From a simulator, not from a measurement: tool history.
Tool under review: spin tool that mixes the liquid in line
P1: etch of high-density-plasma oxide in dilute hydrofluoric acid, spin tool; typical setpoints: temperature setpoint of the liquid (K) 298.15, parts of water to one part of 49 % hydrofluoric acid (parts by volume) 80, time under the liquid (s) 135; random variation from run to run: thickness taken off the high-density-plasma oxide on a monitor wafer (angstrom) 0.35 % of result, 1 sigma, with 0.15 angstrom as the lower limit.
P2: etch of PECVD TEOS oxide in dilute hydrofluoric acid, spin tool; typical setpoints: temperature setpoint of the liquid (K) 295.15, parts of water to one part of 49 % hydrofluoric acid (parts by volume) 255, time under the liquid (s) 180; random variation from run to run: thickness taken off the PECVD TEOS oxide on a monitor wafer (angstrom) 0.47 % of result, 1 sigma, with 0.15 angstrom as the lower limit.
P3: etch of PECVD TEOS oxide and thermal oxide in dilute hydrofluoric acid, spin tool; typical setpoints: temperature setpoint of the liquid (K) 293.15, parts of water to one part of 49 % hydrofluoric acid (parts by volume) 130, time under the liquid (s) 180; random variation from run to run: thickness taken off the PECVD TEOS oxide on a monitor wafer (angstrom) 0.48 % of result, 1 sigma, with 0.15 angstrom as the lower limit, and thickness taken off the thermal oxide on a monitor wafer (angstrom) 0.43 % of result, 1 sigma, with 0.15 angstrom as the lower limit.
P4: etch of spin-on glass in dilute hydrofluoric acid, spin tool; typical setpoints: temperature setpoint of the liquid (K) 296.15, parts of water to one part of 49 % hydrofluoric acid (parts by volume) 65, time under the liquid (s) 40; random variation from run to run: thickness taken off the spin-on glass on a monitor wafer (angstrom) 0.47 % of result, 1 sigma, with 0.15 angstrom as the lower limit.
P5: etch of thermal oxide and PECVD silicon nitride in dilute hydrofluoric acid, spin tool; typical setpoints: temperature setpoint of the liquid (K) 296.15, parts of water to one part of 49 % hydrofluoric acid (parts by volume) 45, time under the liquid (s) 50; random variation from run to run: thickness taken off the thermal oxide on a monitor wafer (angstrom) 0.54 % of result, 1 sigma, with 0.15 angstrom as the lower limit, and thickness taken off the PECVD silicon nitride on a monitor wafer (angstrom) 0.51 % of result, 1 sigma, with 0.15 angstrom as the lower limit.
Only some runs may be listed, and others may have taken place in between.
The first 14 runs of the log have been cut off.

run,day,process that ran,temperature setpoint of the liquid (K),parts of water to one part of 49 % hydrofluoric acid (parts by volume),time under the liquid (s),hours since the thermometer was replaced,hours since the hydrofluoric acid flow meter was replaced,thickness taken off the high-density-plasma oxide on a monitor wafer (angstrom),thickness taken off the thermal oxide on a monitor wafer (angstrom),thickness taken off the PECVD silicon nitride on a monitor wafer (angstrom),thickness taken off the spin-on glass on a monitor wafer (angstrom),thickness taken off the PECVD TEOS oxide on a monitor wafer (angstrom)
15,6.075,P3,293.15,30,180,692.9,324.6,,273.500,,,600.050
16,6.312,P1,298.15,40,135,698.6,330.3,197.070,,,,
17,6.596,P1,302.65,80,135,705.4,337.1,110.220,,,,
18,7.017,P1,298.15,80,245,715.5,347.2,168.350,,,,
19,7.346,P4,302.65,65,40,723.4,355.1,,,,336.850,
20,7.658,P1,298.15,120,135,730.9,362.6,59.041,,,,
21,8.083,P1,292.65,80,135,741.1,372.8,74.422,,,,
22,8.571,P1,298.15,80,15,752.8,384.5,10.374,,,,
23,8.862,P2,295.15,255,180,759.8,391.5,,,,,91.891
24,9.308,P4,296.15,65,15,770.5,402.2,,,,97.703,
25,9.767,P1,303.65,140,135,781.5,413.2,60.934,,,,
26,10.308,P1,298.15,80,135,794.5,426.2,92.885,,,,
27,10.771,P1,304.65,80,25,805.6,437.3,21.990,,,,
28,11.283,P1,298.15,80,135,817.9,449.6,93.196,,,,
29,11.625,P1,298.15,80,135,826.1,457.8,93.267,,,,
30,11.871,P1,298.15,80,135,832.0,463.7,93.021,,,,
31,12.192,P1,298.15,80,135,839.7,471.4,92.251,,,,
32,12.704,P1,298.15,80,135,852.0,483.7,92.877,,,,
33,13.258,P1,298.15,80,135,865.3,497.0,88.814,,,,

The next listed run, before its measurement:
34,13.767,P1,298.15,80,135,877.5,509.2,?,,,,

Logged for run 34: thickness taken off the high-density-plasma oxide on a monitor wafer (angstrom) 87.106.
